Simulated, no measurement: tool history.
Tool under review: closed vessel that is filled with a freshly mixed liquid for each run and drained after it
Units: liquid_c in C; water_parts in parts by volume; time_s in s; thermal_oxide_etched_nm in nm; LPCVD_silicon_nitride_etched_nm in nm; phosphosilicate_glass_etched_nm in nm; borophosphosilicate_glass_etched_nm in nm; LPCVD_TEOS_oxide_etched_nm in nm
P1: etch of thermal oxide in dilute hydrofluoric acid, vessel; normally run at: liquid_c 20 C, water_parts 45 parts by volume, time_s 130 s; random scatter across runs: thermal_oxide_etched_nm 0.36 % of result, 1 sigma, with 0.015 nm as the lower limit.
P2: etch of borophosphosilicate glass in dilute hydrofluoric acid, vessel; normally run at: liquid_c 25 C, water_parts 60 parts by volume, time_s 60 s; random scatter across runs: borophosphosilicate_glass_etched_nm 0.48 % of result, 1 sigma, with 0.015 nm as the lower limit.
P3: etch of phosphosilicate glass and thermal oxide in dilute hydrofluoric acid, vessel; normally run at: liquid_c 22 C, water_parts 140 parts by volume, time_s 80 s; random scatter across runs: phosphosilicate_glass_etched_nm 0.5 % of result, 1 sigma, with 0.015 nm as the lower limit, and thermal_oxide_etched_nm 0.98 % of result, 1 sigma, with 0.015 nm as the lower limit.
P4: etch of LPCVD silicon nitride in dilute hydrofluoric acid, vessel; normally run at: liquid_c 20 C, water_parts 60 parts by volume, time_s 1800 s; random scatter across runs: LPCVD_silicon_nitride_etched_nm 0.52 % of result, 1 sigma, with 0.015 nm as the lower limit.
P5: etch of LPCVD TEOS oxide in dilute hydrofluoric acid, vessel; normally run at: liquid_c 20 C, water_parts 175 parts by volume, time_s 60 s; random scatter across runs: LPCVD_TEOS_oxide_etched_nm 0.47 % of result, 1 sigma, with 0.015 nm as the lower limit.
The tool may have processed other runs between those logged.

run     day  process  liquid_c  water_parts  time_s  hours since the thermometer was replaced  hours since the hydrofluoric acid flow meter was replaced  thermal_oxide_etched_nm  LPCVD_silicon_nitride_etched_nm  phosphosilicate_glass_etched_nm  borophosphosilicate_glass_etched_nm  LPCVD_TEOS_oxide_etched_nm
  1   0.496       P1        20           45     130                                     411.7                                                      169.4                   12.109
  2   0.946       P1        20           45     130                                     422.5                                                      180.2                   12.072
  3    1.55       P1        20           70     130                                       437                                                      194.7                   7.5605
  4    2.15       P4      24.5           60    1800                                     451.4                                                      209.1                                                     12.15
  5   2.425       P3        22          140      80                                       458                                                      215.7                   2.3358                                                            49.077
  6   2.858       P1        20           45     130                                     468.4                                                      226.1                   12.086
  7   3.488       P2        25           60      60                                     483.5                                                      241.2                                                                                                                          82.959
  8   3.812       P1        20           45     130                                     491.3                                                        249                   12.088
  9   4.333       P2        25           60      30                                     503.8                                                      261.5                                                                                                                          41.846
 10   4.892       P1        20           45      55                                     517.2                                                      274.9                   5.1031
 11   5.375       P3        22          140      80                                     528.8                                                      286.5                   2.3404                                                            49.304
 12   5.988       P4        20           60    1800                                     543.5                                                      301.2                                                    9.0137
 13   6.329       P5        20          175      60                                     551.7                                                      309.4                                                                                                                                                      15.098
 14   6.688       P5      24.5          175      60                                     560.3                                                        318                                                                                                                                                      17.967
 15   6.983       P2        25           35      60                                     567.4                                                      325.1                                                                                                                          147.89
 16   7.338       P3        22           40      80                                     575.9                                                      333.6                   9.1802                                                            196.23
 17   7.871       P1        20           45     230                                     588.7                                                      346.4                   21.484
      8.167  -- hydrofluoric acid flow meter replaced
 18   8.188       P3      29.5          140      80                                     596.3                                                        0.6                   3.1309                                                            65.568
 19   8.567       P1        26           25     130                                     605.4                                                        9.7                   28.846
 20   9.112       P4        20           60     120                                     618.5                                                       22.8                                                    0.5776
 21   9.638       P1        20           45     130                                     631.1                                                       35.4                   12.106
 22  10.129       P3        22          140     155                                     642.9                                                       47.2                   4.5492                                                            95.667
 23  10.433       P1        17           60     130                                     650.2                                                       54.5                   7.8962
 24  10.946       P5        20           30      60                                     662.5                                                       66.8                                                                                                                                                      103.96
 25  11.575       P1        24           45     130                                     677.6                                                       81.9                   14.341
 26  11.992       P1        17           45     130                                     687.6                                                       91.9                   10.601
 27  12.358       P4        20           25    1800                                     696.4                                                      100.7                                                    21.041
 28  12.733       P2      18.5           60      60                                     705.4                                                      109.7                                                                                                                          63.537
 29  13.025       P5        20          175     115                                     712.4                                                      116.7                                                                                                                                                      28.929
 30  13.325       P1        20           25     130                                     719.6                                                      123.9                   22.329
 31  13.792       P1        17           60     130                                     730.8                                                      135.1                   7.8024
 32  14.312       P1        20           45     130                                     743.3                                                      147.6                   12.109
 33  14.662       P1        20           45     130                                     751.7                                                        156                   11.608
 34  15.162       P1        20           45     130                                     763.7                                                        168                   11.234
 35  15.471       P1        20           45     130                                     771.1                                                      175.4                   11.101
 36  15.742       P1        20           45     130                                     777.6                                                      181.9                   11.077
 37  16.338       P1        20           45     130                                     791.9                                                      196.2                   11.003
 38  16.871       P1        20           45     130                                     804.7                                                        209                   10.976

The output of P1 has drifted from where it used to be. Each of the 2 causes below, taken at the size shown beside it, accounts for the log equally well:
A: liquid colder than its thermometer reads (K) = 2.36
B: hydrofluoric acid flow below the setpoint (%) = 9.16
The process output started creeping at around day 14.312.

Each of the check runs listed below is run on 5 wafers and reports their average, with the results left as question marks. Pick the one under which the possible causes would lead to clearly different results.
check 1  17.404       P5        20           65      85                                                                                                                                                                                                                                                                ?
check 2  17.404       P3        22           45     115                                                                                                                             ?                                                                 ?
check 3  17.404       P4        20           60     170                                                                                                                                                              ?
check 4  17.404       P2      19.5           60      30                                                                                                                                                                                                                                    ?

What each check would give under each cause:
  check                               result     if A     if B
check 1           LPCVD_TEOS_oxide_etched_nm   58.898   58.692
check 2              thermal_oxide_etched_nm   10.596   10.576
check 2      phosphosilicate_glass_etched_nm   224.12   223.69
check 3      LPCVD_silicon_nitride_etched_nm  0.72557  0.77905
check 4  borophosphosilicate_glass_etched_nm   29.952   29.885
Per check, the gap between the least separated pair of causes, taken in the result that splits them most: check 1 0.35 %; check 2 0.19 %; check 3 7.11 %; check 4 0.22 %
Of the check runs offered, only check 3 discriminates between the causes; the rest would read about the same regardless of which cause applies.

Running check 3 produced the following: LPCVD_silicon_nitride_etched_nm 0.7238 nm. Which one of the listed causes fits?

A is the cause: liquid colder than its thermometer reads (K).
